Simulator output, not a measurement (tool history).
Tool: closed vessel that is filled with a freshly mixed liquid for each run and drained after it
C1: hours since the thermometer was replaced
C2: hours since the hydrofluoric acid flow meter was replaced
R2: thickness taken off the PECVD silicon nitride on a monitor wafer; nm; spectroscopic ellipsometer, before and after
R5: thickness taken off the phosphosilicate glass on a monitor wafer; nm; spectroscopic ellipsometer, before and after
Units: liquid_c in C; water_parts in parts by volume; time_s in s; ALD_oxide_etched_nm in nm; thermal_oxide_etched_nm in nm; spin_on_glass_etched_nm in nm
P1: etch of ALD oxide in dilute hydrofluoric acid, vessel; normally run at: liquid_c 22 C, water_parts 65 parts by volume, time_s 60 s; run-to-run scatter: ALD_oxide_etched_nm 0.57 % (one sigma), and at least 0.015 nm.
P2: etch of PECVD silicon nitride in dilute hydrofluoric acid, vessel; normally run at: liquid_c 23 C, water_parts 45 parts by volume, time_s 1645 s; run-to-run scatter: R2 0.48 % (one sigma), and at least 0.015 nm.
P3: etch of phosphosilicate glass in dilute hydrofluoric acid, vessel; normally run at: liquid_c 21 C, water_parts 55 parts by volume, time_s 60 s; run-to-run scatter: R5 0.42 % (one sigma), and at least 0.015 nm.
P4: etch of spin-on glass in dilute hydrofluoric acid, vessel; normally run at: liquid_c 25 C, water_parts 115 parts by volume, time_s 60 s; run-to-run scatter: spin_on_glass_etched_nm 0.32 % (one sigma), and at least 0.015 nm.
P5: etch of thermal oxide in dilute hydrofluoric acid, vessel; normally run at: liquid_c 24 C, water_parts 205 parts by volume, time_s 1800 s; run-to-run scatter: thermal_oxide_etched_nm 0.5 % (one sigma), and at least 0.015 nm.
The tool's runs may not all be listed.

run 1 day=0.642 | process=P1 liquid_c=22 water_parts=65 time_s=60 | C1=372.8 C2=457 | ALD_oxide_etched_nm=17.455
run 2 day=1.196 | process=P2 liquid_c=23 water_parts=45 time_s=3000 | C1=386.1 C2=470.3 | R2=104.66
run 3 day=1.483 | process=P5 liquid_c=24 water_parts=100 time_s=1800 | C1=393 C2=477.2 | thermal_oxide_etched_nm=86.011
run 4 day=1.808 | process=P4 liquid_c=17 water_parts=115 time_s=60 | C1=400.8 C2=485 | spin_on_glass_etched_nm=13.574
run 5 day=2.1 | process=P1 liquid_c=22 water_parts=65 time_s=60 | C1=407.8 C2=492 | ALD_oxide_etched_nm=17.2
run 6 day=2.392 | process=P2 liquid_c=23 water_parts=75 time_s=1645 | C1=414.8 C2=499 | R2=34.687
run 7 day=2.938 | process=P5 liquid_c=24 water_parts=205 time_s=3170 | C1=427.9 C2=512.1 | thermal_oxide_etched_nm=65.997
run 8 day=3.325 | process=P1 liquid_c=22 water_parts=65 time_s=60 | C1=437.2 C2=521.4 | ALD_oxide_etched_nm=17.367
run 9 day=3.629 | process=P1 liquid_c=22 water_parts=65 time_s=60 | C1=444.5 C2=528.7 | ALD_oxide_etched_nm=17.279
run 10 day=4.046 | process=P3 liquid_c=21 water_parts=55 time_s=110 | C1=454.5 C2=538.7 | R5=160.75
run 11 day=4.554 | process=P4 liquid_c=25 water_parts=115 time_s=60 | C1=466.7 C2=550.9 | spin_on_glass_etched_nm=18.822
run 12 day=4.954 | process=P1 liquid_c=22 water_parts=65 time_s=60 | C1=476.3 C2=560.5 | ALD_oxide_etched_nm=17.314
run 13 day=5.367 | process=P5 liquid_c=24 water_parts=205 time_s=1800 | C1=486.2 C2=570.4 | thermal_oxide_etched_nm=37.611
run 14 day=5.683 | process=P4 liquid_c=25 water_parts=115 time_s=30 | C1=493.8 C2=578 | spin_on_glass_etched_nm=9.4183
run 15 day=6.271 | process=P2 liquid_c=28.5 water_parts=45 time_s=1645 | C1=507.9 C2=592.1 | R2=82.359
run 16 day=6.829 | process=P5 liquid_c=24 water_parts=205 time_s=1800 | C1=521.3 C2=605.5 | thermal_oxide_etched_nm=37.364
run 17 day=7.162 | process=P2 liquid_c=23 water_parts=45 time_s=1645 | C1=529.3 C2=613.5 | R2=56.985
run 18 day=7.554 | process=P5 liquid_c=18.5 water_parts=205 time_s=1800 | C1=538.7 C2=622.9 | thermal_oxide_etched_nm=30.133
run 19 day=7.946 | process=P3 liquid_c=21 water_parts=55 time_s=60 | C1=548.1 C2=632.3 | R5=87.38
run 20 day=8.246 | process=P1 liquid_c=22 water_parts=65 time_s=30 | C1=555.3 C2=639.5 | ALD_oxide_etched_nm=8.5616
run 21 day=8.612 | process=P1 liquid_c=29.5 water_parts=65 time_s=110 | C1=564.1 C2=648.3 | ALD_oxide_etched_nm=42.576
-- day=9.033 hydrofluoric acid flow meter replaced
run 22 day=9.2 | process=P1 liquid_c=18.5 water_parts=65 time_s=60 | C1=578.2 C2=4.1 | ALD_oxide_etched_nm=14.996
run 23 day=9.746 | process=P3 liquid_c=21 water_parts=20 time_s=60 | C1=591.3 C2=17.2 | R5=252.33
run 24 day=10.083 | process=P1 liquid_c=22 water_parts=20 time_s=60 | C1=599.4 C2=25.3 | ALD_oxide_etched_nm=59.375
run 25 day=10.521 | process=P4 liquid_c=25 water_parts=20 time_s=60 | C1=609.9 C2=35.8 | spin_on_glass_etched_nm=123.37
run 26 day=11.046 | process=P4 liquid_c=25 water_parts=115 time_s=60 | C1=622.5 C2=48.4 | spin_on_glass_etched_nm=18.889
-- day=11.054 thermometer replaced
run 27 day=11.4 | process=P3 liquid_c=17 water_parts=55 time_s=60 | C1=8.3 C2=56.9 | R5=73.97
run 28 day=11.971 | process=P2 liquid_c=23 water_parts=45 time_s=1645 | C1=22 C2=70.6 | R2=57.473
run 29 day=12.6 | process=P1 liquid_c=22 water_parts=65 time_s=100 | C1=37.1 C2=85.7 | ALD_oxide_etched_nm=28.709
run 30 day=13.246 | process=P1 liquid_c=22 water_parts=110 time_s=60 | C1=52.6 C2=101.2 | ALD_oxide_etched_nm=9.7182
run 31 day=13.879 | process=P1 liquid_c=22 water_parts=65 time_s=60 | C1=67.8 C2=116.4 | ALD_oxide_etched_nm=17.275
run 32 day=14.521 | process=P1 liquid_c=26 water_parts=65 time_s=60 | C1=83.2 C2=131.8 | ALD_oxide_etched_nm=20.348
run 33 day=14.825 | process=P3 liquid_c=21 water_parts=55 time_s=60 | C1=90.5 C2=139.1 | R5=87.449
run 34 day=15.304 | process=P1 liquid_c=22 water_parts=65 time_s=60 | C1=102 C2=150.6 | ALD_oxide_etched_nm=17.267
run 35 day=15.612 | process=P1 liquid_c=22 water_parts=65 time_s=60 | C1=109.4 C2=158 | ALD_oxide_etched_nm=17.894
run 36 day=16.15 | process=P1 liquid_c=22 water_parts=65 time_s=60 | C1=122.3 C2=170.9 | ALD_oxide_etched_nm=18.33
run 37 day=16.683 | process=P1 liquid_c=22 water_parts=65 time_s=60 | C1=135.1 C2=183.7 | ALD_oxide_etched_nm=18.7
run 38 day=17.008 | process=P1 liquid_c=22 water_parts=65 time_s=60 | C1=142.9 C2=191.5 | ALD_oxide_etched_nm=18.784
run 39 day=17.325 | process=P1 liquid_c=22 water_parts=65 time_s=60 | C1=150.5 C2=199.1 | ALD_oxide_etched_nm=18.763
run 40 day=17.704 | process=P1 liquid_c=22 water_parts=65 time_s=60 | C1=159.6 C2=208.2 | ALD_oxide_etched_nm=18.679
run 41 day=18.179 | process=P1 liquid_c=22 water_parts=65 time_s=60 | C1=171 C2=219.6 | ALD_oxide_etched_nm=18.747

What P1 gives has crept away from where it was. These 2 causes fit the log equally well, each at the size given:
A: liquid hotter than its thermometer reads (K) = 2.03
B: hydrofluoric acid flow above the setpoint (%) = 8.02
The creep began at about day 15.304.

4 check runs are offered, one wafer each, their results left as question marks. Which one tells the causes apart?
run check 1 day=18.654 | process=P3 liquid_c=17 water_parts=55 time_s=105 | R5=?
run check 2 day=18.654 | process=P4 liquid_c=19 water_parts=115 time_s=30 | spin_on_glass_etched_nm=?
run check 3 day=18.654 | process=P2 liquid_c=28 water_parts=45 time_s=1645 | R2=?
run check 4 day=18.654 | process=P5 liquid_c=24 water_parts=140 time_s=1800 | thermal_oxide_etched_nm=?

What each check would give under each cause:
check=check_1 result=R5 if_A=141.11 if_B=140.31
check=check_2 result=spin_on_glass_etched_nm if_A=8.0554 if_B=8.0857
check=check_3 result=R2 if_A=91.419 if_B=86.395
check=check_4 result=thermal_oxide_etched_nm if_A=63.156 if_B=63.91
How far apart the two closest causes lie, in the result that separates them most: check 1 0.57 %; check 2 0.38 %; check 3 5.65 %; check 4 1.19 %
Only check 3 tells the causes apart: in the others they would give nearly the same result.

Then check 3 was run and gave: R2 85.866 nm. Which cause is it?

It is B: hydrofluoric acid flow above the setpoint (%).

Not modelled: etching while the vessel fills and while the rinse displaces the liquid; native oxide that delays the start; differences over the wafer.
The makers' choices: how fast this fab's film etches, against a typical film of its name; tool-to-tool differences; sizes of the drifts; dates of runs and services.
